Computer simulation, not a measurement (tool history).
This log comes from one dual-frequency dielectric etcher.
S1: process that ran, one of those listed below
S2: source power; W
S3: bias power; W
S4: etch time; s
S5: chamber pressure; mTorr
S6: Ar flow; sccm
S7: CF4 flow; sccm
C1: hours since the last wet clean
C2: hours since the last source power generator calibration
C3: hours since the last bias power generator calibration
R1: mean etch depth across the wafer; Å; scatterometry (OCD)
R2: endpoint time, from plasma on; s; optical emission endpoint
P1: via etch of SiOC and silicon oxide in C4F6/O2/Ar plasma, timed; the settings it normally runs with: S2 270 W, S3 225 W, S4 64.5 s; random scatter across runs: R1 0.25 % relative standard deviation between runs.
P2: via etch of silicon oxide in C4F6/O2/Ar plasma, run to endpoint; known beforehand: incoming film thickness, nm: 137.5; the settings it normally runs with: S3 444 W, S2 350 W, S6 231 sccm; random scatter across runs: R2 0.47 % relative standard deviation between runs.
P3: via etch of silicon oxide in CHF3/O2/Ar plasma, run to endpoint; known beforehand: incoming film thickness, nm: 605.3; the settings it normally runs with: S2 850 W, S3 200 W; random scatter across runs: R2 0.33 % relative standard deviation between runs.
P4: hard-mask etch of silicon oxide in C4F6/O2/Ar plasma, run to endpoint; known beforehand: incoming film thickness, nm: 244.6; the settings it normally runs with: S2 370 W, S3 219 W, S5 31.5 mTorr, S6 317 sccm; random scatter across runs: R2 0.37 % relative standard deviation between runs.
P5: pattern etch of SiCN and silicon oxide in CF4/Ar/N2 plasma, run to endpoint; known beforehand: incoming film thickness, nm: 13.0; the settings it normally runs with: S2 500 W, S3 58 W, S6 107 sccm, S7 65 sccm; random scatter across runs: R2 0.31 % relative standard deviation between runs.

| run | day | S1 | S2 | S3 | S4 | S5 | S6 | S7 | C1 | C2 | C3 | R1 | R2 |
|---|---|---|---|---|---|---|---|---|---|---|---|---|---|
| 1 | 0.108 | P1 | 270 | 225 | 64.5 |  |  |  | 337.2 | 422.7 | 2236.4 | 665.02 |  |
| 2 | 0.212 | P4 | 370 | 219 |  | 31.5 | 317 |  | 339.7 | 425.2 | 2238.9 |  | 76.316 |
| 3 | 0.329 | P5 | 500 | 74 |  |  | 107 | 65 | 342.5 | 428 | 2241.7 |  | 14.071 |
| 4 | 0.512 | P4 | 370 | 219 |  | 38 | 317 |  | 346.9 | 432.4 | 2246.1 |  | 78.038 |
| 5 | 0.675 | P5 | 500 | 58 |  |  | 107 | 65 | 350.8 | 436.3 | 2250 |  | 15.223 |
| 6 | 0.867 | P3 | 850 | 200 |  |  |  |  | 355.4 | 440.9 | 2254.6 |  | 273.09 |
| 7 | 1.012 | P1 | 190 | 225 | 64.5 |  |  |  | 358.9 | 444.4 | 2258.1 | 583.19 |  |
| 8 | 1.171 | P5 | 400 | 58 |  |  | 107 | 65 | 362.7 | 448.2 | 2261.9 |  | 18.545 |
| 9 | 1.271 | P2 | 350 | 444 |  |  | 231 |  | 365.1 | 450.6 | 2264.3 |  | 31.624 |
| 10 | 1.358 | P2 | 500 | 444 |  |  | 231 |  | 367.2 | 452.7 | 2266.4 |  | 27.667 |
| 11 | 1.508 | P1 | 270 | 163 | 47.5 |  |  |  | 370.8 | 456.3 | 2270 | 440.33 |  |
| 12 | 1.688 | P1 | 370 | 225 | 64.5 |  |  |  | 375.1 | 460.6 | 2274.3 | 748.12 |  |
| 13 | 1.85 | P1 | 270 | 225 | 79.5 |  |  |  | 379 | 464.5 | 2278.2 | 821.66 |  |
| 14 | 2 | P1 | 270 | 225 | 64.5 |  |  |  | 382.6 | 468.1 | 2281.8 | 664.66 |  |
| 15 | 2.129 | P2 | 350 | 444 |  |  | 137 |  | 385.7 | 471.2 | 2284.9 |  | 29.61 |
| 16 | 2.221 | P4 | 370 | 219 |  | 31.5 | 214 |  | 387.9 | 473.4 | 2287.1 |  | 73.343 |
| 17 | 2.342 | P1 | 330 | 225 | 84 |  |  |  | 390.8 | 476.3 | 2290 | 932.5 |  |
| 18 | 2.5 | P2 | 350 | 619 |  |  | 231 |  | 394.6 | 480.1 | 2293.8 |  | 27.913 |
| 19 | 2.688 | P1 | 270 | 225 | 64.5 |  |  |  | 399.1 | 484.6 | 2298.3 | 663.26 |  |
| 20 | 2.804 | P3 | 850 | 200 |  |  |  |  | 401.9 | 487.4 | 2301.1 |  | 274.26 |
| 21 | 2.933 | P1 | 270 | 317 | 64.5 |  |  |  | 405 | 490.5 | 2304.2 | 750.73 |  |
| 22 | 3.038 | P1 | 270 | 225 | 64.5 |  |  |  | 407.5 | 493 | 2306.7 | 662.93 |  |
| 23 | 3.179 | P1 | 270 | 302 | 91 |  |  |  | 410.9 | 496.4 | 2310.1 | 1041.2 |  |
| 24 | 3.329 | P4 | 260 | 219 |  | 31.5 | 317 |  | 414.5 | 500 | 2313.7 |  | 87.028 |
| 25 | 3.512 | P5 | 500 | 58 |  |  | 107 | 41 | 418.9 | 504.4 | 2318.1 |  | 16.622 |
| 26 | 3.646 | P5 | 500 | 58 |  |  | 144 | 65 | 422.1 | 507.6 | 2321.3 |  | 16.064 |
| 27 | 3.838 | P5 | 500 | 58 |  |  | 107 | 65 | 426.7 | 512.2 | 2325.9 |  | 15.256 |
| 28 | 3.971 | P4 | 370 | 129 |  | 31.5 | 317 |  | 429.9 | 515.4 | 2329.1 |  | 90.177 |
| 29 | 4.1 | P4 | 370 | 219 |  | 31.5 | 317 |  | 433 | 518.5 | 2332.2 |  | 76.384 |
| 30 | 4.258 | P1 | 270 | 171 | 64.5 |  |  |  | 436.8 | 522.3 | 2336 | 607.17 |  |
| 31 | 4.35 | P3 | 850 | 244 |  |  |  |  | 439 | 524.5 | 2338.2 |  | 256.92 |
| 32 | 4.462 | P3 | 1020 | 200 |  |  |  |  | 441.7 | 527.2 | 2340.9 |  | 255.76 |
| 33 | 4.625 | P1 | 270 | 225 | 35.5 |  |  |  | 445.6 | 531.1 | 2344.8 | 366.67 |  |
| 34 | 4.775 | P1 | 270 | 225 | 64.5 |  |  |  | 449.2 | 534.7 | 2348.4 | 665.15 |  |

Run 35 comes next. What will it give?
| 35 | 4.962 | P1 | 270 | 225 | 64.5 |  |  |  | 453.7 | 539.2 | 2352.9 | ? |  |

Run 35 yielded R1 671 Å.
